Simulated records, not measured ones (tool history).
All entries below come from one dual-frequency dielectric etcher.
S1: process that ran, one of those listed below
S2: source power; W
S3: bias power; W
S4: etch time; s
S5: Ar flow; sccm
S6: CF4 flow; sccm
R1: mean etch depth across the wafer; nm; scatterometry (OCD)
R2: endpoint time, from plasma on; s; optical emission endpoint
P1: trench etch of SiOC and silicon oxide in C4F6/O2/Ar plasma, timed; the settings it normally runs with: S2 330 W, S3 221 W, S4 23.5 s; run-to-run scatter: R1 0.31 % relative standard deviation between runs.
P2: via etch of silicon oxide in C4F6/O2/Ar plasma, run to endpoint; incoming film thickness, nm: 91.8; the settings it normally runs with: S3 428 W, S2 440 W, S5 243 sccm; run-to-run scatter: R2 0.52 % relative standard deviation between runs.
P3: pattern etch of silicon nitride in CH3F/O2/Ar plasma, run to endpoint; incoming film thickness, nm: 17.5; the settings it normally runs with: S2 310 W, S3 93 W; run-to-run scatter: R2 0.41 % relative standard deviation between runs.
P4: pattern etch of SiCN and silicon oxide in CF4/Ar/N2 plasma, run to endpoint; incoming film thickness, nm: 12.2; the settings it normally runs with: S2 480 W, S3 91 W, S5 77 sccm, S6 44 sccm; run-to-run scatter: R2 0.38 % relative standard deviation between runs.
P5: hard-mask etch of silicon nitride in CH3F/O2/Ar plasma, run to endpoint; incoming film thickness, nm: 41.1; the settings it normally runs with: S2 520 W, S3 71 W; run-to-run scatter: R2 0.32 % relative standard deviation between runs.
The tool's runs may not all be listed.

Run 1, hour 3.6: S1 P1, S2 330 W, S3 221 W, S4 23.5 s. Result: R1 46.509 nm.
Run 2, hour 7.8: S1 P5, S2 520 W, S3 71 W. Result: R2 51.712 s.
Run 3, hour 11.3: S1 P1, S2 330 W, S3 290 W, S4 30.5 s. Result: R1 66.482 nm.
Run 4, hour 13.5: S1 P4, S2 620 W, S3 91 W, S5 77 sccm, S6 44 sccm. Result: R2 10.003 s.
Run 5, hour 16.9: S1 P1, S2 330 W, S3 147 W, S4 23.5 s. Result: R1 41.119 nm.
Run 6, hour 19.3: S1 P4, S2 480 W, S3 91 W, S5 77 sccm, S6 44 sccm. Result: R2 12.400 s.
Run 7, hour 23.0: S1 P1, S2 330 W, S3 221 W, S4 23.5 s. Result: R1 46.820 nm.
Run 8, hour 26.5: S1 P5, S2 400 W, S3 71 W. Result: R2 57.353 s.
Run 9, hour 28.8: S1 P4, S2 480 W, S3 55 W, S5 77 sccm, S6 44 sccm. Result: R2 14.901 s.
Run 10, hour 32.7: S1 P1, S2 330 W, S3 221 W, S4 23.5 s. Result: R1 46.725 nm.
Run 11, hour 35.8: S1 P2, S2 440 W, S3 428 W, S5 243 sccm. Result: R2 20.147 s.
Run 12, hour 39.9: S1 P2, S2 440 W, S3 428 W, S5 243 sccm. Result: R2 20.041 s.
Run 13, hour 43.0: S1 P3, S2 190 W, S3 93 W. Result: R2 30.222 s.
Run 14, hour 45.2: S1 P2, S2 440 W, S3 428 W, S5 183 sccm. Result: R2 19.545 s.
Run 15, hour 49.6: S1 P1, S2 210 W, S3 221 W, S4 23.5 s. Result: R1 39.048 nm.
Run 16, hour 53.6: S1 P3, S2 310 W, S3 93 W. Result: R2 25.188 s.
Run 17, hour 56.0: S1 P3, S2 310 W, S3 93 W. Result: R2 25.202 s.
Run 18, hour 60.6: S1 P4, S2 480 W, S3 91 W, S5 77 sccm, S6 61 sccm. Result: R2 11.889 s.
Run 19, hour 62.9: S1 P5, S2 520 W, S3 46 W. Result: R2 59.620 s.
Run 20, hour 67.0: S1 P1, S2 330 W, S3 221 W, S4 29.0 s. Result: R1 57.579 nm.
Run 21, hour 69.3: S1 P1, S2 330 W, S3 282 W, S4 23.5 s. Result: R1 50.753 nm.
Run 22, hour 71.5: S1 P4, S2 480 W, S3 91 W, S5 77 sccm, S6 44 sccm. Result: R2 12.367 s.
Run 23, hour 75.0: S1 P4, S2 480 W, S3 91 W, S5 91 sccm, S6 44 sccm. Result: R2 12.795 s.
Run 24, hour 79.4: S1 P1, S2 330 W, S3 221 W, S4 23.5 s. Result: R1 46.633 nm.
Run 25, hour 81.6: S1 P2, S2 330 W, S3 428 W, S5 243 sccm. Result: R2 22.535 s.
Run 26, hour 86.0: S1 P1, S2 420 W, S3 221 W, S4 23.5 s. Result: R1 51.266 nm.
Run 27, hour 88.3: S1 P2, S2 440 W, S3 254 W, S5 243 sccm. Result: R2 24.003 s.
Run 28, hour 91.6: S1 P3, S2 310 W, S3 55 W. Result: R2 30.240 s.
Run 29, hour 94.8: S1 P1, S2 330 W, S3 221 W, S4 13.0 s. Result: R1 25.791 nm.
Run 30, hour 99.3: S1 P1, S2 330 W, S3 221 W, S4 23.5 s. Result: R1 46.588 nm.
Run 31, hour 101.7: S1 P1, S2 330 W, S3 221 W, S4 23.5 s. Result: R1 46.679 nm.
Run 32, hour 105.2: S1 P1, S2 330 W, S3 221 W, S4 23.5 s. Result: R1 46.567 nm.
Run 33, hour 107.4: S1 P1, S2 330 W, S3 221 W, S4 23.5 s. Result: R1 46.555 nm.
Run 34, hour 111.3: S1 P1, S2 330 W, S3 221 W, S4 23.5 s. Result: R1 46.276 nm.
Run 35, hour 114.0: S1 P1, S2 330 W, S3 221 W, S4 23.5 s. Result: R1 46.042 nm.
Run 36, hour 117.5: S1 P1, S2 330 W, S3 221 W, S4 23.5 s. Result: R1 46.169 nm.
At hour 121.6: wet clean of the chamber.
Run 37, hour 122.0: S1 P1, S2 330 W, S3 221 W, S4 23.5 s. Result: R1 46.090 nm.
Run 38, hour 126.3: S1 P1, S2 330 W, S3 221 W, S4 23.5 s. Result: R1 45.876 nm.
Run 39, hour 130.6: S1 P1, S2 330 W, S3 221 W, S4 23.5 s. Result: R1 45.911 nm.
Run 40, hour 133.8: S1 P1, S2 330 W, S3 221 W, S4 23.5 s. Result: R1 45.879 nm.
Run 41, hour 136.1: S1 P1, S2 330 W, S3 221 W, S4 23.5 s. Result: R1 45.953 nm.

The output of P1 has drifted from where it used to be. Each of the 2 causes below, taken at the size shown beside it, accounts for the log equally well:
A: bias power that arrives under what is set, % = 4.57
B: source power that arrives under what is set, % = 3.99
The process output started creeping at around hour 101.7.
Every other cause this tool's parts could produce, and why it does not fit the log:
chamber walls in a state that lowers the etch rate, %: work on it at hour 121.6, done after the drift set in, did not restore what the process gave before

The 4 check runs listed below each average the results of 2 wafers, and their outcomes are marked with question marks. Under which run would the listed causes produce clearly different results?
Run check 1, hour 138.4: S1 P4, S2 570 W, S3 60 W, S5 77 sccm, S6 44 sccm. Result: R2 ?.
Run check 2, hour 138.4: S1 P2, S2 370 W, S3 428 W, S5 186 sccm. Result: R2 ?.
Run check 3, hour 138.4: S1 P5, S2 520 W, S3 52 W. Result: R2 ?.
Run check 4, hour 138.4: S1 P3, S2 310 W, S3 58 W. Result: R2 ?.

Expected result of each check under each candidate cause:
  check  result    if A    if B
check 1      R2  12.568  12.832
check 2      R2  21.170  21.127
check 3      R2  58.251  58.343
check 4      R2  30.222  30.224
Per check, the gap between the least separated pair of causes, taken in the result that splits them most: check 1 2.08 %; check 2 0.2 %; check 3 0.16 %; check 4 0.01 %
The other checks would show nearly matching results whichever cause is true, so check 1 is the only one that separates the causes.

Then check 1 was run and gave: R2 12.543 s. Which cause is it?

The correct cause is A, namely: bias power that arrives under what is set, %.
